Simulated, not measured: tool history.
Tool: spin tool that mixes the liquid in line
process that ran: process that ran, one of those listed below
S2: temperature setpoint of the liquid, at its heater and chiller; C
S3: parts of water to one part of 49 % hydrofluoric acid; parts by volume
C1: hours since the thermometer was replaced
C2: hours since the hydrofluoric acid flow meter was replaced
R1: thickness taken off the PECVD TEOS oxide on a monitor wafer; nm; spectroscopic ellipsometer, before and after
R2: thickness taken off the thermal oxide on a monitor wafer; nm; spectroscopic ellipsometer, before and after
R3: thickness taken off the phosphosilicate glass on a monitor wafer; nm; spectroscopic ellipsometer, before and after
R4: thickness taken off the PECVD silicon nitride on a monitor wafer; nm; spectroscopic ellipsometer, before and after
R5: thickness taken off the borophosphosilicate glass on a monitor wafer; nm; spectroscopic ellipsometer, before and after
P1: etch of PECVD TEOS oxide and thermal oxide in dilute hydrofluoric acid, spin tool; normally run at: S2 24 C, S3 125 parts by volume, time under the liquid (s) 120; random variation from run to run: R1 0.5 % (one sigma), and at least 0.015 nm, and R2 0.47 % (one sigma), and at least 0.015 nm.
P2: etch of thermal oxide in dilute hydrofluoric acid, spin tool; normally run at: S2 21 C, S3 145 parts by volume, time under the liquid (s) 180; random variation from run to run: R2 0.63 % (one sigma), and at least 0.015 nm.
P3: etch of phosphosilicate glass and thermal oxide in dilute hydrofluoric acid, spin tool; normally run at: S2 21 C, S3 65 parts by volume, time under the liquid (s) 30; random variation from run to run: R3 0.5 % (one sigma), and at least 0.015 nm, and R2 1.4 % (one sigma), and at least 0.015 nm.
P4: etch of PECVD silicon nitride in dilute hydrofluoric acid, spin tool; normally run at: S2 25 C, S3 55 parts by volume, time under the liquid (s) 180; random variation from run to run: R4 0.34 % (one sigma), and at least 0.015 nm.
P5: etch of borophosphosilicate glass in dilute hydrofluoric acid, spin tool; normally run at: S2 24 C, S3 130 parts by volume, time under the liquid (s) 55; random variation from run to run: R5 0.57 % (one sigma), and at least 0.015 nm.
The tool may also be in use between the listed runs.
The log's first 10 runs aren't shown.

{"run": 11, "day": 1.454, "process that ran": "P2", "S2": 21, "S3": 145, "time under the liquid (s)": 180, "C1": 1013.6, "C2": 346.7, "R2": 4.9072}
{"run": 12, "day": 1.55, "process that ran": "P1", "S2": 24, "S3": 125, "time under the liquid (s)": 120, "C1": 1015.9, "C2": 349, "R1": 15.631, "R2": 4.4416}
{"run": 13, "day": 1.692, "process that ran": "P1", "S2": 24, "S3": 125, "time under the liquid (s)": 120, "C1": 1019.3, "C2": 352.4, "R1": 15.719, "R2": 4.4417}
{"run": 14, "day": 1.833, "process that ran": "P5", "S2": 24, "S3": 130, "time under the liquid (s)": 55, "C1": 1022.7, "C2": 355.8, "R5": 19.45}
{"run": 15, "day": 2.012, "process that ran": "P3", "S2": 17, "S3": 65, "time under the liquid (s)": 30, "C1": 1027, "C2": 360.1, "R2": 1.6916, "R3": 38.11}
{"run": 16, "day": 2.104, "process that ran": "P1", "S2": 24, "S3": 125, "time under the liquid (s)": 210, "C1": 1029.2, "C2": 362.3, "R1": 27.464, "R2": 7.8698}
{"run": 17, "day": 2.283, "process that ran": "P5", "S2": 24, "S3": 130, "time under the liquid (s)": 15, "C1": 1033.5, "C2": 366.6, "R5": 5.2437}
{"run": 18, "day": 2.4, "process that ran": "P2", "S2": 21, "S3": 145, "time under the liquid (s)": 30, "C1": 1036.3, "C2": 369.4, "R2": 0.83145}
{"run": 19, "day": 2.567, "process that ran": "P1", "S2": 24, "S3": 125, "time under the liquid (s)": 15, "C1": 1040.3, "C2": 373.4, "R1": 1.9535, "R2": 0.5568}
{"run": 20, "day": 2.708, "process that ran": "P1", "S2": 31.5, "S3": 180, "time under the liquid (s)": 120, "C1": 1043.7, "C2": 376.8, "R1": 13.426, "R2": 3.8384}
{"run": 21, "day": 2.9, "process that ran": "P5", "S2": 24, "S3": 235, "time under the liquid (s)": 55, "C1": 1048.3, "C2": 381.4, "R5": 9.4784}
{"run": 22, "day": 3.05, "process that ran": "P1", "S2": 31, "S3": 125, "time under the liquid (s)": 120, "C1": 1051.9, "C2": 385, "R1": 20.316, "R2": 5.8673}
{"run": 23, "day": 3.204, "process that ran": "P1", "S2": 24, "S3": 225, "time under the liquid (s)": 120, "C1": 1055.6, "C2": 388.7, "R1": 7.7824, "R2": 2.2514}
{"run": 24, "day": 3.292, "process that ran": "P2", "S2": 21, "S3": 145, "time under the liquid (s)": 180, "C1": 1057.7, "C2": 390.8, "R2": 4.897}
{"run": 25, "day": 3.454, "process that ran": "P4", "S2": 25, "S3": 55, "time under the liquid (s)": 180, "C1": 1061.6, "C2": 394.7, "R4": 12.581}
{"run": 26, "day": 3.612, "process that ran": "P5", "S2": 18, "S3": 130, "time under the liquid (s)": 55, "C1": 1065.4, "C2": 398.5, "R5": 15.238}
{"run": 27, "day": 3.729, "process that ran": "P1", "S2": 24, "S3": 125, "time under the liquid (s)": 120, "C1": 1068.2, "C2": 401.3, "R1": 15.535, "R2": 4.5099}
{"run": 28, "day": 3.846, "process that ran": "P1", "S2": 24, "S3": 70, "time under the liquid (s)": 205, "C1": 1071, "C2": 404.1, "R1": 50.621, "R2": 14.554}
{"run": 29, "day": 4.008, "process that ran": "P1", "S2": 24, "S3": 125, "time under the liquid (s)": 120, "C1": 1074.9, "C2": 408, "R1": 15.545, "R2": 4.459}
{"run": 30, "day": 4.112, "process that ran": "P1", "S2": 17.5, "S3": 125, "time under the liquid (s)": 120, "C1": 1077.4, "C2": 410.5, "R1": 12.118, "R2": 3.4362}
{"run": 31, "day": 4.267, "process that ran": "P4", "S2": 32.5, "S3": 55, "time under the liquid (s)": 180, "C1": 1081.1, "C2": 414.2, "R4": 20.544}
{"run": 32, "day": 4.367, "process that ran": "P1", "S2": 24, "S3": 125, "time under the liquid (s)": 120, "C1": 1083.5, "C2": 416.6, "R1": 15.527, "R2": 4.4614}

Forecast run 33:
{"run": 33, "day": 4.575, "process that ran": "P1", "S2": 24, "S3": 125, "time under the liquid (s)": 120, "C1": 1088.5, "C2": 421.6, "R1": "?", "R2": "?"}

{"run 33": {"R1": 15.363, "R2": 4.3755}}

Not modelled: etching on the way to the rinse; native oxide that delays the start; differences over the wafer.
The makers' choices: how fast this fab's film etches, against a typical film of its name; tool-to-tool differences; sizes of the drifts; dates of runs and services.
